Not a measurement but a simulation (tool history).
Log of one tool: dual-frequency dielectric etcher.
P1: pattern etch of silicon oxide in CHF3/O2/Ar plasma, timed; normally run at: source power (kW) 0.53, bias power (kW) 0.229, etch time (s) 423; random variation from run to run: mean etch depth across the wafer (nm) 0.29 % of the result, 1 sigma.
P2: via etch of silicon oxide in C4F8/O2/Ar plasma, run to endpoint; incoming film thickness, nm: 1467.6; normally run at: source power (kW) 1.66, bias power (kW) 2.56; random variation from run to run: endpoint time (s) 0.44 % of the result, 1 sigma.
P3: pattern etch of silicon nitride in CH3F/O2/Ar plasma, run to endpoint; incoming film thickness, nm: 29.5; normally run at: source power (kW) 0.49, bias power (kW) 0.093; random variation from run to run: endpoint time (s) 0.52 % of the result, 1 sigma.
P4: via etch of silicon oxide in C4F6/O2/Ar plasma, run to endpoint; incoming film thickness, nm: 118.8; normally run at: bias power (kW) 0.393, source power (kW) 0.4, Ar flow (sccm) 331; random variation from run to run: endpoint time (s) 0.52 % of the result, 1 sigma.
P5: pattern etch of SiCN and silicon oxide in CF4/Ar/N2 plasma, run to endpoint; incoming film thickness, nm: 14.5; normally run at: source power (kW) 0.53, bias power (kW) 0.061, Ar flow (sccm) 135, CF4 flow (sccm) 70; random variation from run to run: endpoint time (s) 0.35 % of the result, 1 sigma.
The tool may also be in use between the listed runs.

run	hour	process that ran	source power (kW)	bias power (kW)	etch time (s)	Ar flow (sccm)	CF4 flow (sccm)	hours since the last wet clean	hours since the last source power generator calibration	hours since the last bias power generator calibration	mean etch depth across the wafer (nm)	endpoint time (s)
1	6.8	P1	0.53	0.229	423			129.8	1082.2	321.3	857.69	
2	13.3	P1	0.53	0.229	423			136.3	1088.7	327.8	861.71	
3	18.9	P4	0.29	0.393		331		141.9	1094.3	333.4		33.143
4	27.7	P1	0.53	0.229	423			150.7	1103.1	342.2	852.75	
5	37.1	P2	1.66	2.56				160.1	1112.5	351.6		284.93
6	46.4	P5	0.53	0.061		135	70	169.4	1121.8	360.9		16.259
7	53.4	P1	0.32	0.229	423			176.4	1128.8	367.9	712.57	
8	61.3	P3	0.49	0.128				184.3	1136.7	375.8		31.468
9	66.6	P1	0.53	0.229	423			189.6	1142	381.1	857.82	
10	71.2	P1	0.72	0.229	423			194.2	1146.6	385.7	963.95	
11	77	P3	0.49	0.093				200	1152.4	391.5		35.417
12	84.1	P5	0.53	0.061		135	70	207.1	1159.5	398.6		16.212
13	93.3	P4	0.4	0.469		331		216.3	1168.7	407.8		27.252
14	99.5	P5	0.53	0.061		175	70	222.5	1174.9	414		16.951
15	104.6	P5	0.53	0.047		135	70	227.6	1180	419.1		17.568
16	114.2	P3	0.36	0.093				237.2	1189.6	428.7		39.32
17	123.3	P4	0.4	0.393		331		246.3	1198.7	437.8		28.919
18	128.8	P1	0.7	0.306	423			251.8	1204.2	443.3	1059.3	
19	136.6	P1	0.53	0.302	423			259.6	1212	451.1	947.68	
20	145.3	P1	0.4	0.152	423			268.3	1220.7	459.8	670.02	
21	154.9	P5	0.32	0.061		135	70	277.9	1230.3	469.4		25.258
22	161.6	P2	1.66	1.942				284.6	1237	476.1		308.47
23	166.2	P4	0.4	0.393		441		289.2	1241.6	480.7		30.245
24	174	P1	0.53	0.229	323.5			297	1249.4	488.5	657.39	
25	183	P2	1.24	2.56				306	1258.4	497.5		319.06
26	192.4	P1	0.53	0.229	423			315.4	1267.8	506.9	857.99	
27	198.4	P1	0.53	0.159	423			321.4	1273.8	512.9	757.79	
28	205	P2	1.66	2.56				328	1280.4	519.5		285.25

Forecast run 29:
29	209.2	P1	0.53	0.229	423			332.2	1284.6	523.7	?	

mean etch depth across the wafer (nm): 862.94
